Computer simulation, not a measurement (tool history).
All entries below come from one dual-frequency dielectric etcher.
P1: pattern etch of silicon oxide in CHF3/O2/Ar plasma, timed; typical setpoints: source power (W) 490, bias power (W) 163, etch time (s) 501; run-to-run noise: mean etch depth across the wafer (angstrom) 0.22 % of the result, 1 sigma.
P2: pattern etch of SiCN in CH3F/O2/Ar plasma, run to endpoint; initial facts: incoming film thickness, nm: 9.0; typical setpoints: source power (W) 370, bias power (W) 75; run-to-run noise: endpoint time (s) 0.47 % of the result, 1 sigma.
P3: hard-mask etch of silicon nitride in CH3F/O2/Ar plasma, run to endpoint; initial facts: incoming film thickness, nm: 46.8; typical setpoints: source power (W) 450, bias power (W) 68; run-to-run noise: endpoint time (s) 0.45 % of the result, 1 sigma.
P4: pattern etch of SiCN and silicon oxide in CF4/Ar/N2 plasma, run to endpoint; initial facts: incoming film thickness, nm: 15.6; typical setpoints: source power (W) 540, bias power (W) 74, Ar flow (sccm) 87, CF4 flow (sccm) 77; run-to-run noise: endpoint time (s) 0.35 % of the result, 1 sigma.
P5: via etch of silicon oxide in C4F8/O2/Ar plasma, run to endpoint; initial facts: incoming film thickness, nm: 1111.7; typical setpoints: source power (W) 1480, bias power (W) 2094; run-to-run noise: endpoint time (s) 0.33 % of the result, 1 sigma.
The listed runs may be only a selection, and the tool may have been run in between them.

| run | hour | process that ran | source power (W) | bias power (W) | etch time (s) | Ar flow (sccm) | CF4 flow (sccm) | hours since the last wet clean | hours since the last source power generator calibration | hours since the last bias power generator calibration | mean etch depth across the wafer (angstrom) | endpoint time (s) |
|---|---|---|---|---|---|---|---|---|---|---|---|---|
| 1 | 3.8 | P1 | 490 | 163 | 501 |  |  | 339.5 | 946.8 | 1205.2 | 8388.5 |  |
| 2 | 9.2 | P2 | 370 | 75 |  |  |  | 344.9 | 952.2 | 1210.6 |  | 23.93 |
| 3 | 13.9 | P4 | 540 | 74 |  | 87 | 77 | 349.6 | 956.9 | 1215.3 |  | 14.644 |
| 4 | 19 | P4 | 540 | 47 |  | 87 | 77 | 354.7 | 962 | 1220.4 |  | 16.87 |
| 5 | 24.4 | P1 | 490 | 115 | 501 |  |  | 360.1 | 967.4 | 1225.8 | 7520.8 |  |
| 6 | 28.7 | P1 | 490 | 163 | 501 |  |  | 364.4 | 971.7 | 1230.1 | 8393.9 |  |
| 7 | 31.4 | P1 | 490 | 163 | 501 |  |  | 367.1 | 974.4 | 1232.8 | 8392.8 |  |
| 8 | 34.5 | P4 | 540 | 74 |  | 87 | 107 | 370.2 | 977.5 | 1235.9 |  | 14.091 |
| 9 | 37.4 | P2 | 370 | 107 |  |  |  | 373.1 | 980.4 | 1238.8 |  | 20.922 |
| 10 | 40.8 | P5 | 1480 | 2094 |  |  |  | 376.5 | 983.8 | 1242.2 |  | 240.8 |
| 11 | 43.8 | P2 | 280 | 75 |  |  |  | 379.5 | 986.8 | 1245.2 |  | 26.452 |
| 12 | 47.8 | P1 | 490 | 227 | 388.5 |  |  | 383.5 | 990.8 | 1249.2 | 7310.1 |  |
| 13 | 50.9 | P1 | 490 | 163 | 652.5 |  |  | 386.6 | 993.9 | 1252.3 | 10924 |  |
|  | 53.6 | bias power generator calibrated |
| 14 | 55.1 | P3 | 550 | 68 |  |  |  | 390.8 | 998.1 | 1.5 |  | 61.387 |
| 15 | 60.5 | P3 | 450 | 68 |  |  |  | 396.2 | 1003.5 | 6.9 |  | 66.386 |
| 16 | 65 | P1 | 490 | 163 | 501 |  |  | 400.7 | 1008 | 11.4 | 8362.9 |  |
| 17 | 70.3 | P5 | 1480 | 2094 |  |  |  | 406 | 1013.3 | 16.7 |  | 240.85 |
| 18 | 75.1 | P4 | 540 | 74 |  | 106 | 77 | 410.8 | 1018.1 | 21.5 |  | 15.059 |
| 19 | 79.2 | P1 | 360 | 163 | 501 |  |  | 414.9 | 1022.2 | 25.6 | 7473.8 |  |
| 20 | 83.6 | P3 | 450 | 46 |  |  |  | 419.3 | 1026.6 | 30 |  | 74.923 |
| 21 | 87.2 | P1 | 490 | 163 | 501 |  |  | 422.9 | 1030.2 | 33.6 | 8393.4 |  |
| 22 | 91 | P1 | 490 | 210 | 501 |  |  | 426.7 | 1034 | 37.4 | 9136.5 |  |
|  | 92 | source power generator calibrated |
| 23 | 95.1 | P3 | 450 | 68 |  |  |  | 430.8 | 3.1 | 41.5 |  | 66.785 |
| 24 | 99.4 | P5 | 890 | 2094 |  |  |  | 435.1 | 7.4 | 45.8 |  | 296.68 |
| 25 | 102.9 | P5 | 1480 | 1234 |  |  |  | 438.6 | 10.9 | 49.3 |  | 279.06 |
| 26 | 107.2 | P4 | 750 | 74 |  | 87 | 77 | 442.9 | 15.2 | 53.6 |  | 10.856 |
| 27 | 109.7 | P2 | 370 | 75 |  |  |  | 445.4 | 17.7 | 56.1 |  | 23.825 |
| 28 | 114.5 | P1 | 590 | 163 | 501 |  |  | 450.2 | 22.5 | 60.9 | 9063.5 |  |
| 29 | 118 | P1 | 490 | 163 | 275.5 |  |  | 453.7 | 26 | 64.4 | 4638.2 |  |
| 30 | 121.4 | P1 | 490 | 163 | 501 |  |  | 457.1 | 29.4 | 67.8 | 8403.4 |  |
| 31 | 124.6 | P1 | 490 | 163 | 501 |  |  | 460.3 | 32.6 | 71 | 8430.3 |  |
| 32 | 127.5 | P1 | 490 | 163 | 501 |  |  | 463.2 | 35.5 | 73.9 | 8484.7 |  |
| 33 | 131.1 | P1 | 490 | 163 | 501 |  |  | 466.8 | 39.1 | 77.5 | 8448.6 |  |
| 34 | 134.3 | P1 | 490 | 163 | 501 |  |  | 470 | 42.3 | 80.7 | 8457.8 |  |
| 35 | 139.3 | P1 | 490 | 163 | 501 |  |  | 475 | 47.3 | 85.7 | 8489.1 |  |
| 36 | 144.7 | P1 | 490 | 163 | 501 |  |  | 480.4 | 52.7 | 91.1 | 8535.1 |  |
|  | 146.6 | wet clean of the chamber |
| 37 | 148.7 | P1 | 490 | 163 | 501 |  |  | 2.1 | 56.7 | 95.1 | 8510.6 |  |
| 38 | 152.5 | P1 | 490 | 163 | 501 |  |  | 5.9 | 60.5 | 98.9 | 8487.6 |  |
| 39 | 155.3 | P1 | 490 | 163 | 501 |  |  | 8.7 | 63.3 | 101.7 | 8524.5 |  |

What P1 gives has crept away from where it was. These 2 causes fit the log equally well, each at the size given:
A: source power that arrives over what is set, % = 3.58
B: bias power that arrives over what is set, % = 4.1
At approximately hour 121.4, the process output began to creep.
Every other cause this tool's parts could produce, and why it does not fit the log:
chamber walls in a state that raises the etch rate, %: was serviced at hour 146.6, once the creep was under way, yet the earlier output never came back

The list below offers 4 check runs, each averaging the results of 2 wafers, and shows each result as a question mark. For which of them would the listed causes give clearly different results?
| check 1 | 158.1 | P5 | 900 | 1325 |  |  |  |  |  |  |  | ? |
| check 2 | 158.1 | P2 | 320 | 91 |  |  |  |  |  |  |  | ? |
| check 3 | 158.1 | P4 | 540 | 48 |  | 87 | 94 |  |  |  |  | ? |
| check 4 | 158.1 | P3 | 530 | 48 |  |  |  |  |  |  |  | ? |

What every check run would give for each of its results, assuming each possible cause in turn:
| check | result | if A | if B |
|---|---|---|---|
| check 1 | endpoint time (s) | 331.7 | 332.69 |
| check 2 | endpoint time (s) | 23.219 | 23.169 |
| check 3 | endpoint time (s) | 15.702 | 16.025 |
| check 4 | endpoint time (s) | 68.747 | 68.863 |
How far apart the two closest causes lie, in the result that separates them most: check 1 0.3 %; check 2 0.22 %; check 3 2.04 %; check 4 0.17 %
The other checks would show nearly matching results whichever cause is true, so check 3 is the only one that separates the causes.

Here is what check 3 returned: endpoint time (s) 15.667. Which cause is it?

Of the candidate causes, it is A: source power that arrives over what is set, %.
